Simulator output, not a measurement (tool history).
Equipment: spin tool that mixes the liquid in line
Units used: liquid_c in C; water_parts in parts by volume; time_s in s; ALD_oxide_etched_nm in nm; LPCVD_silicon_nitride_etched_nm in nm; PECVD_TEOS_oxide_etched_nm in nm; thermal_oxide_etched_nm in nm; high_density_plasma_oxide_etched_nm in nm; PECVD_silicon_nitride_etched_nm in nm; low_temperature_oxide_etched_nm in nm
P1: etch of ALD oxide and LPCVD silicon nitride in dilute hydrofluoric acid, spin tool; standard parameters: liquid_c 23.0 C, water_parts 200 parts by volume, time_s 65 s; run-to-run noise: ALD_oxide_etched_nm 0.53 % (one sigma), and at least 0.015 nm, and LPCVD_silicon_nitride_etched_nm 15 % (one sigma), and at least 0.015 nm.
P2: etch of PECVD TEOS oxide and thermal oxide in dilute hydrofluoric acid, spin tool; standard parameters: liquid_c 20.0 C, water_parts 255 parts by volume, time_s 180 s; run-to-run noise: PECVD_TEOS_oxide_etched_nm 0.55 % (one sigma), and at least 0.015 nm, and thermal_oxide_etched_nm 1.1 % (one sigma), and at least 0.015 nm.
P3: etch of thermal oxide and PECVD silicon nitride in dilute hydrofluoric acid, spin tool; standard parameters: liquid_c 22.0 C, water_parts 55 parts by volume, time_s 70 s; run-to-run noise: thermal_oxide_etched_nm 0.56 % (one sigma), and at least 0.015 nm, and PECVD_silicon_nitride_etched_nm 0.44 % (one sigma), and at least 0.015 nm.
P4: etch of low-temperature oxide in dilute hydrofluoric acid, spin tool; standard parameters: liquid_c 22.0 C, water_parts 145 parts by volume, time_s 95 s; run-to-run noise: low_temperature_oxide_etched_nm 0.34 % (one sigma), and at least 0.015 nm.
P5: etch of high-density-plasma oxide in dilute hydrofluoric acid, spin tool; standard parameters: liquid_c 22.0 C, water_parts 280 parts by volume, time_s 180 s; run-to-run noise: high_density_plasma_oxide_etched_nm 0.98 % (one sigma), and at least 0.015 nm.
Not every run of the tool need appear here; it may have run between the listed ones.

| run | day | process | liquid_c | water_parts | time_s | ALD_oxide_etched_nm | LPCVD_silicon_nitride_etched_nm | PECVD_TEOS_oxide_etched_nm | thermal_oxide_etched_nm | high_density_plasma_oxide_etched_nm | PECVD_silicon_nitride_etched_nm | low_temperature_oxide_etched_nm |
|---|---|---|---|---|---|---|---|---|---|---|---|---|
| 1 | 0.529 | P1 | 23.0 | 200 | 65 | 9.3109 | 0.140440 |  |  |  |  |  |
| 2 | 1.100 | P2 | 28.0 | 255 | 180 |  |  | 19.4320 | 3.3077 |  |  |  |
| 3 | 1.588 | P1 | 23.0 | 200 | 100 | 14.4000 | 0.226180 |  |  |  |  |  |
| 4 | 2.025 | P5 | 17.0 | 280 | 180 |  |  |  |  | 2.0147 |  |  |
| 5 | 2.421 | P5 | 22.0 | 280 | 290 |  |  |  |  | 3.9064 |  |  |
| 6 | 3.017 | P3 | 22.0 | 55 | 70 |  |  |  | 5.4824 |  | 4.5198 |  |
| 7 | 3.562 | P4 | 29.5 | 145 | 95 |  |  |  |  |  |  | 26.9340 |
| 8 | 3.871 | P4 | 22.0 | 145 | 95 |  |  |  |  |  |  | 20.2110 |
| 9 | 4.350 | P1 | 23.0 | 200 | 65 | 9.3497 | 0.118080 |  |  |  |  |  |
| 10 | 4.692 | P1 | 23.0 | 200 | 65 | 9.3880 | 0.133340 |  |  |  |  |  |
| 11 | 5.233 | P4 | 22.0 | 145 | 95 |  |  |  |  |  |  | 20.2540 |
| 12 | 5.754 | P1 | 23.0 | 200 | 65 | 9.2873 | 0.193910 |  |  |  |  |  |
| 13 | 6.317 | P1 | 17.5 | 200 | 65 | 7.5092 | 0.145130 |  |  |  |  |  |
| 14 | 6.775 | P5 | 22.0 | 280 | 180 |  |  |  |  | 2.4350 |  |  |
| 15 | 7.146 | P5 | 22.0 | 400 | 180 |  |  |  |  | 1.5682 |  |  |
| 16 | 7.475 | P1 | 23.0 | 200 | 65 | 9.3165 | 0.189010 |  |  |  |  |  |
| 17 | 7.733 | P1 | 27.0 | 200 | 65 | 10.7470 | 0.225260 |  |  |  |  |  |
| 18 | 8.338 | P1 | 30.5 | 70 | 65 | 41.4070 | 0.848660 |  |  |  |  |  |
| 19 | 8.725 | P1 | 23.0 | 345 | 65 | 4.6763 | 0.084434 |  |  |  |  |  |
|  | 8.771 | hydrofluoric acid flow meter replaced |
| 20 | 9.304 | P3 | 22.0 | 30 | 70 |  |  |  | 10.3610 |  | 8.2096 |  |
| 21 | 9.862 | P1 | 23.0 | 110 | 30 | 8.5702 | 0.159340 |  |  |  |  |  |
| 22 | 10.458 | P1 | 23.0 | 200 | 65 | 9.2627 | 0.149650 |  |  |  |  |  |
| 23 | 10.829 | P3 | 17.0 | 55 | 70 |  |  |  | 4.3980 |  | 3.2065 |  |
| 24 | 11.304 | P2 | 20.0 | 255 | 15 |  |  | 1.2144 | 0.1948 |  |  |  |
| 25 | 11.792 | P2 | 20.0 | 255 | 180 |  |  | 14.5130 | 2.3815 |  |  |  |
| 26 | 12.200 | P2 | 20.0 | 350 | 180 |  |  | 9.6624 | 1.6530 |  |  |  |
| 27 | 12.771 | P1 | 29.0 | 200 | 120 | 21.3460 | 0.631180 |  |  |  |  |  |
| 28 | 13.192 | P4 | 22.0 | 85 | 95 |  |  |  |  |  |  | 37.0500 |
| 29 | 13.617 | P1 | 23.0 | 200 | 65 | 9.3158 | 0.179790 |  |  |  |  |  |
| 30 | 14.112 | P3 | 22.0 | 55 | 125 |  |  |  | 9.7507 |  | 8.0945 |  |
| 31 | 14.454 | P4 | 22.0 | 145 | 20 |  |  |  |  |  |  | 4.2548 |
| 32 | 14.904 | P1 | 23.0 | 200 | 25 | 3.6025 | 0.048636 |  |  |  |  |  |
| 33 | 15.408 | P1 | 23.0 | 110 | 65 | 18.6210 | 0.367990 |  |  |  |  |  |
| 34 | 15.871 | P1 | 23.0 | 200 | 65 | 9.2700 | 0.123470 |  |  |  |  |  |
| 35 | 16.308 | P1 | 23.0 | 200 | 65 | 9.5850 | 0.178560 |  |  |  |  |  |
| 36 | 16.879 | P1 | 23.0 | 200 | 65 | 9.7638 | 0.182260 |  |  |  |  |  |
| 37 | 17.254 | P1 | 23.0 | 200 | 65 | 9.9611 | 0.173280 |  |  |  |  |  |
| 38 | 17.746 | P1 | 23.0 | 200 | 65 | 10.0460 | 0.194240 |  |  |  |  |  |
| 39 | 18.042 | P1 | 23.0 | 200 | 65 | 10.0380 | 0.161020 |  |  |  |  |  |
| 40 | 18.562 | P1 | 23.0 | 200 | 65 | 10.0840 | 0.143210 |  |  |  |  |  |
| 41 | 18.871 | P1 | 23.0 | 200 | 65 | 10.0750 | 0.184480 |  |  |  |  |  |
| 42 | 19.225 | P1 | 23.0 | 200 | 65 | 10.1500 | 0.206440 |  |  |  |  |  |
| 43 | 19.625 | P1 | 23.0 | 200 | 65 | 10.1100 | 0.127190 |  |  |  |  |  |

P1 has crept away from where it was. The log is fitted equally well by each of these 2 causes, at the sizes shown:
A: hydrofluoric acid flow above the setpoint (%) = 6.69
B: liquid hotter than its thermometer reads (K) = 2.12
The onset of the drift is placed at about day 15.871.

Each of the 4 check runs below uses one wafer; its results are left as question marks. Which run tells the causes apart?
| check 1 | 20.025 | P4 | 28.0 | 145 | 95 |  |  |  |  |  |  | ? |
| check 2 | 20.025 | P3 | 17.0 | 55 | 125 |  |  |  | ? |  | ? |  |
| check 3 | 20.025 | P5 | 17.0 | 370 | 180 |  |  |  |  | ? |  |  |
| check 4 | 20.025 | P2 | 27.5 | 255 | 180 |  |  | ? | ? |  |  |  |

Expected result of each check under each candidate cause:
| check | result | if A | if B |
|---|---|---|---|
| check 1 | low_temperature_oxide_etched_nm | 27.4910 | 27.5180 |
| check 2 | thermal_oxide_etched_nm | 8.4260 | 8.6179 |
| check 2 | PECVD_silicon_nitride_etched_nm | 6.0914 | 6.6411 |
| check 3 | high_density_plasma_oxide_etched_nm | 1.5342 | 1.5239 |
| check 4 | PECVD_TEOS_oxide_etched_nm | 20.4740 | 20.2550 |
| check 4 | thermal_oxide_etched_nm | 3.4179 | 3.3813 |
Gap, in per cent, between the two causes that each check separates least, read from the result that separates them most: check 1 0.1 %; check 2 8.64 %; check 3 0.67 %; check 4 1.08 %
Check 2 distinguishes between the causes, while the remaining checks would return nearly the same result for all of them.

With check 2 done, the readings were: thermal_oxide_etched_nm 8.3848 nm; PECVD_silicon_nitride_etched_nm 6.1209 nm. Identify which of the listed causes applies.

Of the candidate causes, it is A: hydrofluoric acid flow above the setpoint (%).

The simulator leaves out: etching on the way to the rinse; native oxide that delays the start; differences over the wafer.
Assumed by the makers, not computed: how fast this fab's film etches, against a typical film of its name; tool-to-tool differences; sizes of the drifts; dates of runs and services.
